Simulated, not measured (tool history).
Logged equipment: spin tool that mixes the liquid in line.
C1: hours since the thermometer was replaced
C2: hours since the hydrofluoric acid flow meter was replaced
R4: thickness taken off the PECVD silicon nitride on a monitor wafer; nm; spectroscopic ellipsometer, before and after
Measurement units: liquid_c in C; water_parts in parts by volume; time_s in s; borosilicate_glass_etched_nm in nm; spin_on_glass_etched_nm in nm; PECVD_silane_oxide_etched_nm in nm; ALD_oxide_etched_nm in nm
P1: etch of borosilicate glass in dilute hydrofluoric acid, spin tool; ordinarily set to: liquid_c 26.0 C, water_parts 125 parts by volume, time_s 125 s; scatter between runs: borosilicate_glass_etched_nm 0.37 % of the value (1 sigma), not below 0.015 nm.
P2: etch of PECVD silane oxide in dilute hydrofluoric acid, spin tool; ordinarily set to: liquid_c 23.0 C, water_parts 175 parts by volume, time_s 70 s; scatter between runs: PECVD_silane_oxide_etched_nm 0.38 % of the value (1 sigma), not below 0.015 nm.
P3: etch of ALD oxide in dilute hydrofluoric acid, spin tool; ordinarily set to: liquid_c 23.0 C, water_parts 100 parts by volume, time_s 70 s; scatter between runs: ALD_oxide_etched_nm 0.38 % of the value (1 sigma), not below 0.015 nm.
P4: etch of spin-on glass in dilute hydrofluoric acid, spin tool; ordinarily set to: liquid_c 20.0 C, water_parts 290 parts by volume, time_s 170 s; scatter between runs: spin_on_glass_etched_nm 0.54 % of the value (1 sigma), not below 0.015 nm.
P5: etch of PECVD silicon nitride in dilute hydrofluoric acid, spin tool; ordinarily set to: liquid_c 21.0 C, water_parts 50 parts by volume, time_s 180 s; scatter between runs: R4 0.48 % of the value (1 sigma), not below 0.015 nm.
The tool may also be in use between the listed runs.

{"run": 1, "day": 0.271, "process": "P1", "liquid_c": 26.0, "water_parts": 125, "time_s": 125, "C1": 1362.0, "C2": 310.4, "borosilicate_glass_etched_nm": 46.323}
{"run": 2, "day": 0.658, "process": "P4", "liquid_c": 20.0, "water_parts": 290, "time_s": 170, "C1": 1371.3, "C2": 319.7, "spin_on_glass_etched_nm": 11.709}
{"run": 3, "day": 1.154, "process": "P4", "liquid_c": 20.0, "water_parts": 150, "time_s": 170, "C1": 1383.2, "C2": 331.6, "spin_on_glass_etched_nm": 25.925}
{"run": 4, "day": 1.467, "process": "P2", "liquid_c": 23.0, "water_parts": 175, "time_s": 70, "C1": 1390.7, "C2": 339.1, "PECVD_silane_oxide_etched_nm": 9.3021}
{"run": 5, "day": 1.812, "process": "P5", "liquid_c": 21.0, "water_parts": 50, "time_s": 335, "C1": 1399.0, "C2": 347.4, "R4": 19.283}
{"run": 6, "day": 2.092, "process": "P2", "liquid_c": 23.0, "water_parts": 175, "time_s": 70, "C1": 1405.7, "C2": 354.1, "PECVD_silane_oxide_etched_nm": 9.2882}
{"run": 7, "day": 2.529, "process": "P1", "liquid_c": 26.0, "water_parts": 125, "time_s": 215, "C1": 1416.2, "C2": 364.6, "borosilicate_glass_etched_nm": 80.038}
{"day": 2.592, "done": "hydrofluoric acid flow meter replaced"}
{"run": 8, "day": 2.771, "process": "P3", "liquid_c": 17.0, "water_parts": 100, "time_s": 70, "C1": 1422.0, "C2": 4.4, "ALD_oxide_etched_nm": 11.392}
{"run": 9, "day": 3.088, "process": "P1", "liquid_c": 21.0, "water_parts": 125, "time_s": 125, "C1": 1429.6, "C2": 12.0, "borosilicate_glass_etched_nm": 38.06}
{"run": 10, "day": 3.371, "process": "P1", "liquid_c": 31.5, "water_parts": 125, "time_s": 205, "C1": 1436.4, "C2": 18.8, "borosilicate_glass_etched_nm": 93.498}
{"run": 11, "day": 3.846, "process": "P1", "liquid_c": 26.0, "water_parts": 125, "time_s": 125, "C1": 1447.8, "C2": 30.2, "borosilicate_glass_etched_nm": 46.511}
{"run": 12, "day": 4.283, "process": "P4", "liquid_c": 17.0, "water_parts": 290, "time_s": 170, "C1": 1458.3, "C2": 40.7, "spin_on_glass_etched_nm": 10.322}
{"run": 13, "day": 4.738, "process": "P3", "liquid_c": 23.0, "water_parts": 100, "time_s": 70, "C1": 1469.2, "C2": 51.6, "ALD_oxide_etched_nm": 14.566}
{"run": 14, "day": 5.088, "process": "P1", "liquid_c": 26.0, "water_parts": 125, "time_s": 125, "C1": 1477.6, "C2": 60.0, "borosilicate_glass_etched_nm": 46.306}
{"day": 5.25, "done": "thermometer replaced"}
{"run": 15, "day": 5.383, "process": "P1", "liquid_c": 30.0, "water_parts": 125, "time_s": 125, "C1": 3.2, "C2": 67.1, "borosilicate_glass_etched_nm": 53.834}
{"run": 16, "day": 5.779, "process": "P5", "liquid_c": 21.0, "water_parts": 50, "time_s": 180, "C1": 12.7, "C2": 76.6, "R4": 10.344}
{"run": 17, "day": 6.196, "process": "P1", "liquid_c": 26.0, "water_parts": 125, "time_s": 125, "C1": 22.7, "C2": 86.6, "borosilicate_glass_etched_nm": 46.13}
{"run": 18, "day": 6.588, "process": "P1", "liquid_c": 26.0, "water_parts": 35, "time_s": 125, "C1": 32.1, "C2": 96.0, "borosilicate_glass_etched_nm": 185.95}
{"run": 19, "day": 6.838, "process": "P3", "liquid_c": 23.0, "water_parts": 100, "time_s": 20, "C1": 38.1, "C2": 102.0, "ALD_oxide_etched_nm": 4.1527}
{"run": 20, "day": 7.333, "process": "P3", "liquid_c": 23.0, "water_parts": 55, "time_s": 70, "C1": 50.0, "C2": 113.9, "ALD_oxide_etched_nm": 28.06}
{"run": 21, "day": 7.804, "process": "P2", "liquid_c": 29.5, "water_parts": 175, "time_s": 70, "C1": 61.3, "C2": 125.2, "PECVD_silane_oxide_etched_nm": 11.762}
{"run": 22, "day": 8.108, "process": "P1", "liquid_c": 26.0, "water_parts": 195, "time_s": 125, "C1": 68.6, "C2": 132.5, "borosilicate_glass_etched_nm": 27.296}
{"run": 23, "day": 8.558, "process": "P1", "liquid_c": 26.0, "water_parts": 125, "time_s": 15, "C1": 79.4, "C2": 143.3, "borosilicate_glass_etched_nm": 5.5474}
{"run": 24, "day": 8.921, "process": "P1", "liquid_c": 26.0, "water_parts": 70, "time_s": 25, "C1": 88.1, "C2": 152.0, "borosilicate_glass_etched_nm": 17.584}
{"run": 25, "day": 9.288, "process": "P5", "liquid_c": 17.5, "water_parts": 50, "time_s": 180, "C1": 96.9, "C2": 160.8, "R4": 8.0918}
{"run": 26, "day": 9.571, "process": "P1", "liquid_c": 26.0, "water_parts": 125, "time_s": 125, "C1": 103.7, "C2": 167.6, "borosilicate_glass_etched_nm": 46.212}
{"run": 27, "day": 10.067, "process": "P3", "liquid_c": 23.0, "water_parts": 100, "time_s": 70, "C1": 115.6, "C2": 179.5, "ALD_oxide_etched_nm": 14.475}
{"run": 28, "day": 10.392, "process": "P1", "liquid_c": 26.0, "water_parts": 125, "time_s": 125, "C1": 123.4, "C2": 187.3, "borosilicate_glass_etched_nm": 46.243}
{"run": 29, "day": 10.762, "process": "P2", "liquid_c": 23.0, "water_parts": 175, "time_s": 130, "C1": 132.3, "C2": 196.2, "PECVD_silane_oxide_etched_nm": 17.28}
{"run": 30, "day": 11.142, "process": "P2", "liquid_c": 23.0, "water_parts": 275, "time_s": 70, "C1": 141.4, "C2": 205.3, "PECVD_silane_oxide_etched_nm": 5.3773}
{"run": 31, "day": 11.671, "process": "P5", "liquid_c": 21.0, "water_parts": 20, "time_s": 180, "C1": 154.1, "C2": 218.0, "R4": 25.038}
{"run": 32, "day": 11.921, "process": "P1", "liquid_c": 26.0, "water_parts": 125, "time_s": 125, "C1": 160.1, "C2": 224.0, "borosilicate_glass_etched_nm": 46.377}
{"run": 33, "day": 12.354, "process": "P4", "liquid_c": 20.0, "water_parts": 290, "time_s": 330, "C1": 170.5, "C2": 234.4, "spin_on_glass_etched_nm": 22.605}
{"run": 34, "day": 12.6, "process": "P1", "liquid_c": 26.0, "water_parts": 125, "time_s": 125, "C1": 176.4, "C2": 240.3, "borosilicate_glass_etched_nm": 46.384}
{"run": 35, "day": 12.879, "process": "P1", "liquid_c": 26.0, "water_parts": 125, "time_s": 125, "C1": 183.1, "C2": 247.0, "borosilicate_glass_etched_nm": 44.827}
{"run": 36, "day": 13.167, "process": "P1", "liquid_c": 26.0, "water_parts": 125, "time_s": 125, "C1": 190.0, "C2": 253.9, "borosilicate_glass_etched_nm": 43.718}
{"run": 37, "day": 13.404, "process": "P1", "liquid_c": 26.0, "water_parts": 125, "time_s": 125, "C1": 195.7, "C2": 259.6, "borosilicate_glass_etched_nm": 43.546}
{"run": 38, "day": 13.846, "process": "P1", "liquid_c": 26.0, "water_parts": 125, "time_s": 125, "C1": 206.3, "C2": 270.2, "borosilicate_glass_etched_nm": 42.846}
{"run": 39, "day": 14.112, "process": "P1", "liquid_c": 26.0, "water_parts": 125, "time_s": 125, "C1": 212.7, "C2": 276.6, "borosilicate_glass_etched_nm": 42.445}
{"run": 40, "day": 14.588, "process": "P1", "liquid_c": 26.0, "water_parts": 125, "time_s": 125, "C1": 224.1, "C2": 288.0, "borosilicate_glass_etched_nm": 42.438}
{"run": 41, "day": 15.038, "process": "P1", "liquid_c": 26.0, "water_parts": 125, "time_s": 125, "C1": 234.9, "C2": 298.8, "borosilicate_glass_etched_nm": 42.095}
{"run": 42, "day": 15.338, "process": "P1", "liquid_c": 26.0, "water_parts": 125, "time_s": 125, "C1": 242.1, "C2": 306.0, "borosilicate_glass_etched_nm": 42.161}

The log shows P1 creeping away from where it was. Any of the 2 causes listed here, at the size stated for it, fits the log just as well as the others:
A: hydrofluoric acid flow below the setpoint (%) = 7.45
B: liquid colder than its thermometer reads (K) = 2.33
Onset of the creep was near day 12.600.

Listed below are the offered check runs, one wafer per run, with question marks in place of results. For which of them would the causes give clearly different outcomes?
{"run": "check 1", "day": 15.638, "process": "P3", "liquid_c": 23.0, "water_parts": 100, "time_s": 70, "ALD_oxide_etched_nm": "?"}
{"run": "check 2", "day": 15.638, "process": "P2", "liquid_c": 23.0, "water_parts": 175, "time_s": 70, "PECVD_silane_oxide_etched_nm": "?"}
{"run": "check 3", "day": 15.638, "process": "P4", "liquid_c": 20.0, "water_parts": 290, "time_s": 170, "spin_on_glass_etched_nm": "?"}
{"run": "check 4", "day": 15.638, "process": "P5", "liquid_c": 21.0, "water_parts": 50, "time_s": 180, "R4": "?"}

What every check run would give for each of its results, assuming each possible cause in turn:
check=check_1 result=ALD_oxide_etched_nm if_A=13.3610 if_B=13.2660
check=check_2 result=PECVD_silane_oxide_etched_nm if_A=8.5008 if_B=8.5261
check=check_3 result=spin_on_glass_etched_nm if_A=10.555 if_B=10.677
check=check_4 result=R4 if_A=9.5844 if_B=8.7882
How far apart the two closest causes lie, in the result that separates them most: check 1 0.71 %; check 2 0.3 %; check 3 1.15 %; check 4 8.67 %
Of the check runs offered, only check 4 discriminates between the causes; the rest would read about the same regardless of which cause applies.

Here is what check 4 returned: R4 8.8133 nm. Which cause is it?

The cause is B: liquid colder than its thermometer reads (K).
